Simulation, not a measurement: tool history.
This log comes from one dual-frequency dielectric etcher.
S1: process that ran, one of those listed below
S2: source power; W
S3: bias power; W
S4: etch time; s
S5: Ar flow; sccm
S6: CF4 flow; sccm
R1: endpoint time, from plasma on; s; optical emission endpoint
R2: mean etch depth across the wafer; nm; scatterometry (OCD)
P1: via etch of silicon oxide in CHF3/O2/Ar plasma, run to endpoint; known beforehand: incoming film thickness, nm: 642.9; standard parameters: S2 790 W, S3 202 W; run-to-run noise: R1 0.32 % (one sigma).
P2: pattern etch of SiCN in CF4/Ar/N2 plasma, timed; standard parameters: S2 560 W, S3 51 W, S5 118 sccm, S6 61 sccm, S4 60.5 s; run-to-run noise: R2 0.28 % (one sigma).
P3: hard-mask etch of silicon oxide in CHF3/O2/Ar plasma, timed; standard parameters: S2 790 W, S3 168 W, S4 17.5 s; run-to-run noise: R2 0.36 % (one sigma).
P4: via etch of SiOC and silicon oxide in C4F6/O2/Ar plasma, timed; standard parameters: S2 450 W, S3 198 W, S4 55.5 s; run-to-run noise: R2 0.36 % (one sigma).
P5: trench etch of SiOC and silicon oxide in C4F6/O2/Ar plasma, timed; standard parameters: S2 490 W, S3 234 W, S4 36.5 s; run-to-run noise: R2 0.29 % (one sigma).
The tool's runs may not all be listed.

run,day,S1,S2,S3,S4,S5,S6,R1,R2
1,0.183,P1,790,202,,,,279.59,
2,0.4,P5,580,234,36.5,,,,89.205
3,0.608,P5,490,234,36.5,,,,83.267
4,0.746,P4,450,198,55.5,,,,68.096
5,0.871,P1,790,148,,,,308.07,
6,1.025,P2,770,51,60.5,118,61,,72.375
7,1.208,P1,490,242,,,,315.47,
8,1.408,P1,790,242,,,,262.66,
9,1.542,P1,790,202,,,,279.78,
# day 1.679: source power generator calibrated
10,1.808,P1,790,202,,,,280.7,
# day 1.883: wet clean of the chamber
11,1.962,P4,450,198,55.5,,,,67.939
12,2.092,P3,790,168,17.5,,,,37.917
13,2.296,P2,560,51,60.5,118,61,,54.695
14,2.517,P2,560,51,60.5,118,46,,51.77
15,2.65,P4,350,198,55.5,,,,61.782
16,2.921,P1,970,202,,,,256.77,
17,3.138,P5,490,190,36.5,,,,78.319
18,3.379,P3,1110,168,17.5,,,,43.722
19,3.546,P3,790,168,22.5,,,,48.989
20,3.788,P4,450,252,55.5,,,,73.774
21,4.012,P3,790,102,17.5,,,,32.556
22,4.25,P4,450,198,33,,,,40.388
23,4.421,P1,790,202,,,,279.92,
24,4.625,P2,560,51,82.5,118,61,,74.696
25,4.892,P1,790,202,,,,279.45,
26,5.146,P2,560,66,60.5,118,61,,59.783
27,5.304,P2,560,51,60.5,155,61,,51.982
28,5.571,P1,500,202,,,,334.11,
29,5.771,P5,490,234,53.5,,,,122.32
30,5.988,P1,790,202,,,,278.93,
31,6.212,P1,790,202,,,,276.17,

What does the tool deliver on the next run?
32,6.429,P1,790,202,,,,?,

{"run 32": {"R1": 278.15}}
